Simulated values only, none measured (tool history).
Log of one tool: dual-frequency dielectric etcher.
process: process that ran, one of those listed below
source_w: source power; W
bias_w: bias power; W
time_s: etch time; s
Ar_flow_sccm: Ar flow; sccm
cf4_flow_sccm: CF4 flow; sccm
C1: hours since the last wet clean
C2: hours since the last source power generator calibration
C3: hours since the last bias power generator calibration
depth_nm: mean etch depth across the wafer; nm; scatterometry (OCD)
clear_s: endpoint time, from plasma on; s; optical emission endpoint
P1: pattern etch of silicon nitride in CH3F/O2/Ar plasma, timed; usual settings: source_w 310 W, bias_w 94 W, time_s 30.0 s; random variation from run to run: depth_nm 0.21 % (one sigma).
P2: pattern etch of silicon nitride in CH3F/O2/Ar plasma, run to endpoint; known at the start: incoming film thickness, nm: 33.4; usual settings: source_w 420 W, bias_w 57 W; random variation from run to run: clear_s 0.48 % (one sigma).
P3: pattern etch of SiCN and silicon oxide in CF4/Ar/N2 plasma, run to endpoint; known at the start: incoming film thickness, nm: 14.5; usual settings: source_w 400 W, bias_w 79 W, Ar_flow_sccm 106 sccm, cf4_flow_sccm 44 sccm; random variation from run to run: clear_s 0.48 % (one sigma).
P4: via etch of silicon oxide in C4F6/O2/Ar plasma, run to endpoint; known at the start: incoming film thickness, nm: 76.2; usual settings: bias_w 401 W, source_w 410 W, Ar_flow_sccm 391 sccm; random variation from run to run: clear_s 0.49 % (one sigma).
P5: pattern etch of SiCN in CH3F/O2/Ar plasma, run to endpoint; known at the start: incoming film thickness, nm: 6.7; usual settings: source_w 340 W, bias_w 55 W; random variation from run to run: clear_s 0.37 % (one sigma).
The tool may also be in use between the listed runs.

{"run": 1, "hour": 2.5, "process": "P1", "source_w": 310, "bias_w": 94, "time_s": 30.0, "C1": 111.8, "C2": 1577.0, "C3": 3573.5, "depth_nm": 20.447}
{"run": 2, "hour": 6.7, "process": "P3", "source_w": 400, "bias_w": 79, "Ar_flow_sccm": 106, "cf4_flow_sccm": 44, "C1": 116.0, "C2": 1581.2, "C3": 3577.7, "clear_s": 19.167}
{"run": 3, "hour": 11.5, "process": "P3", "source_w": 400, "bias_w": 60, "Ar_flow_sccm": 106, "cf4_flow_sccm": 44, "C1": 120.8, "C2": 1586.0, "C3": 3582.5, "clear_s": 21.453}
{"run": 4, "hour": 14.5, "process": "P1", "source_w": 310, "bias_w": 126, "time_s": 30.0, "C1": 123.8, "C2": 1589.0, "C3": 3585.5, "depth_nm": 22.789}
{"run": 5, "hour": 17.8, "process": "P2", "source_w": 310, "bias_w": 57, "C1": 127.1, "C2": 1592.3, "C3": 3588.8, "clear_s": 54.979}
{"run": 6, "hour": 23.1, "process": "P2", "source_w": 420, "bias_w": 57, "C1": 132.4, "C2": 1597.6, "C3": 3594.1, "clear_s": 49.321}
{"run": 7, "hour": 27.4, "process": "P4", "source_w": 410, "bias_w": 401, "Ar_flow_sccm": 391, "C1": 136.7, "C2": 1601.9, "C3": 3598.4, "clear_s": 18.325}
{"run": 8, "hour": 32.7, "process": "P1", "source_w": 310, "bias_w": 94, "time_s": 30.0, "C1": 142.0, "C2": 1607.2, "C3": 3603.7, "depth_nm": 20.526}
{"run": 9, "hour": 36.9, "process": "P1", "source_w": 200, "bias_w": 94, "time_s": 30.0, "C1": 146.2, "C2": 1611.4, "C3": 3607.9, "depth_nm": 17.393}
{"run": 10, "hour": 41.7, "process": "P1", "source_w": 310, "bias_w": 94, "time_s": 30.0, "C1": 151.0, "C2": 1616.2, "C3": 3612.7, "depth_nm": 20.471}
{"run": 11, "hour": 45.8, "process": "P1", "source_w": 310, "bias_w": 94, "time_s": 30.0, "C1": 155.1, "C2": 1620.3, "C3": 3616.8, "depth_nm": 20.433}
{"run": 12, "hour": 49.6, "process": "P5", "source_w": 240, "bias_w": 55, "C1": 158.9, "C2": 1624.1, "C3": 3620.6, "clear_s": 23.469}
{"run": 13, "hour": 53.9, "process": "P1", "source_w": 310, "bias_w": 94, "time_s": 44.0, "C1": 163.2, "C2": 1628.4, "C3": 3624.9, "depth_nm": 29.988}
{"run": 14, "hour": 59.0, "process": "P3", "source_w": 400, "bias_w": 79, "Ar_flow_sccm": 140, "cf4_flow_sccm": 44, "C1": 168.3, "C2": 1633.5, "C3": 3630.0, "clear_s": 20.152}
{"run": 15, "hour": 61.7, "process": "P2", "source_w": 420, "bias_w": 57, "C1": 171.0, "C2": 1636.2, "C3": 3632.7, "clear_s": 48.979}
{"run": 16, "hour": 66.4, "process": "P1", "source_w": 410, "bias_w": 94, "time_s": 38.0, "C1": 175.7, "C2": 1640.9, "C3": 3637.4, "depth_nm": 28.725}
{"run": 17, "hour": 71.4, "process": "P2", "source_w": 420, "bias_w": 45, "C1": 180.7, "C2": 1645.9, "C3": 3642.4, "clear_s": 53.06}
{"run": 18, "hour": 75.9, "process": "P1", "source_w": 310, "bias_w": 78, "time_s": 17.5, "C1": 185.2, "C2": 1650.4, "C3": 3646.9, "depth_nm": 11.153}
{"run": 19, "hour": 80.3, "process": "P5", "source_w": 340, "bias_w": 43, "C1": 189.6, "C2": 1654.8, "C3": 3651.3, "clear_s": 22.236}
{"run": 20, "hour": 85.3, "process": "P1", "source_w": 310, "bias_w": 59, "time_s": 30.0, "C1": 194.6, "C2": 1659.8, "C3": 3656.3, "depth_nm": 17.402}
{"run": 21, "hour": 89.4, "process": "P1", "source_w": 390, "bias_w": 94, "time_s": 19.5, "C1": 198.7, "C2": 1663.9, "C3": 3660.4, "depth_nm": 14.481}
{"run": 22, "hour": 92.3, "process": "P1", "source_w": 310, "bias_w": 94, "time_s": 17.0, "C1": 201.6, "C2": 1666.8, "C3": 3663.3, "depth_nm": 11.643}
{"run": 23, "hour": 97.8, "process": "P5", "source_w": 340, "bias_w": 55, "C1": 207.1, "C2": 1672.3, "C3": 3668.8, "clear_s": 20.492}
{"run": 24, "hour": 101.8, "process": "P5", "source_w": 340, "bias_w": 55, "C1": 211.1, "C2": 1676.3, "C3": 3672.8, "clear_s": 20.437}
{"run": 25, "hour": 105.0, "process": "P3", "source_w": 400, "bias_w": 79, "Ar_flow_sccm": 106, "cf4_flow_sccm": 57, "C1": 214.3, "C2": 1679.5, "C3": 3676.0, "clear_s": 18.458}
{"run": 26, "hour": 110.7, "process": "P1", "source_w": 400, "bias_w": 94, "time_s": 30.0, "C1": 220.0, "C2": 1685.2, "C3": 3681.7, "depth_nm": 22.443}
{"run": 27, "hour": 113.4, "process": "P3", "source_w": 550, "bias_w": 79, "Ar_flow_sccm": 106, "cf4_flow_sccm": 44, "C1": 222.7, "C2": 1687.9, "C3": 3684.4, "clear_s": 14.503}
{"run": 28, "hour": 116.2, "process": "P4", "source_w": 410, "bias_w": 401, "Ar_flow_sccm": 291, "C1": 225.5, "C2": 1690.7, "C3": 3687.2, "clear_s": 17.658}
{"run": 29, "hour": 120.5, "process": "P4", "source_w": 410, "bias_w": 522, "Ar_flow_sccm": 391, "C1": 229.8, "C2": 1695.0, "C3": 3691.5, "clear_s": 16.522}
{"run": 30, "hour": 124.0, "process": "P4", "source_w": 310, "bias_w": 401, "Ar_flow_sccm": 391, "C1": 233.3, "C2": 1698.5, "C3": 3695.0, "clear_s": 20.042}
{"run": 31, "hour": 127.8, "process": "P1", "source_w": 310, "bias_w": 94, "time_s": 30.0, "C1": 237.1, "C2": 1702.3, "C3": 3698.8, "depth_nm": 20.433}
{"run": 32, "hour": 132.9, "process": "P1", "source_w": 310, "bias_w": 94, "time_s": 30.0, "C1": 242.2, "C2": 1707.4, "C3": 3703.9, "depth_nm": 20.58}
{"run": 33, "hour": 137.8, "process": "P1", "source_w": 310, "bias_w": 94, "time_s": 30.0, "C1": 247.1, "C2": 1712.3, "C3": 3708.8, "depth_nm": 20.726}
{"run": 34, "hour": 142.1, "process": "P1", "source_w": 310, "bias_w": 94, "time_s": 30.0, "C1": 251.4, "C2": 1716.6, "C3": 3713.1, "depth_nm": 20.721}
{"run": 35, "hour": 147.3, "process": "P1", "source_w": 310, "bias_w": 94, "time_s": 30.0, "C1": 256.6, "C2": 1721.8, "C3": 3718.3, "depth_nm": 20.77}
{"hour": 149.0, "done": "wet clean of the chamber"}
{"run": 36, "hour": 153.1, "process": "P1", "source_w": 310, "bias_w": 94, "time_s": 30.0, "C1": 4.1, "C2": 1727.6, "C3": 3724.1, "depth_nm": 20.804}
{"run": 37, "hour": 156.7, "process": "P1", "source_w": 310, "bias_w": 94, "time_s": 30.0, "C1": 7.7, "C2": 1731.2, "C3": 3727.7, "depth_nm": 20.75}

What P1 gives has crept away from where it was. These 2 causes fit the log equally well, each at the size given:
A: source power that arrives over what is set, % = 4.62
B: bias power that arrives over what is set, % = 4.64
The creep began at about hour 127.8.
Why every other cause is out:
chamber walls in a state that raises the etch rate, %: serviced at hour 149.0, which brought nothing back

4 check runs are offered, each on 3 wafers whose results are averaged, their results left as question marks. Which one tells the causes apart?
{"run": "check 1", "hour": 160.3, "process": "P3", "source_w": 400, "bias_w": 79, "Ar_flow_sccm": 106, "cf4_flow_sccm": 44, "clear_s": "?"}
{"run": "check 2", "hour": 160.3, "process": "P5", "source_w": 340, "bias_w": 55, "clear_s": "?"}
{"run": "check 3", "hour": 160.3, "process": "P2", "source_w": 420, "bias_w": 57, "clear_s": "?"}
{"run": "check 4", "hour": 160.3, "process": "P4", "source_w": 410, "bias_w": 401, "Ar_flow_sccm": 391, "clear_s": "?"}

What each check would give under each cause:
check=check_1 result=clear_s if_A=18.443 if_B=18.857
check=check_2 result=clear_s if_A=20.205 if_B=20.243
check=check_3 result=clear_s if_A=48.378 if_B=48.510
check=check_4 result=clear_s if_A=17.914 if_B=17.921
How far apart the two closest causes lie, in the result that separates them most: check 1 2.22 %; check 2 0.19 %; check 3 0.27 %; check 4 0.04 %
Check 1 tells the causes apart: in the others they would give nearly the same result.

Check 1 was then run and gave: clear_s 18.766 s. Which cause is it?

It is B: bias power that arrives over what is set, %.
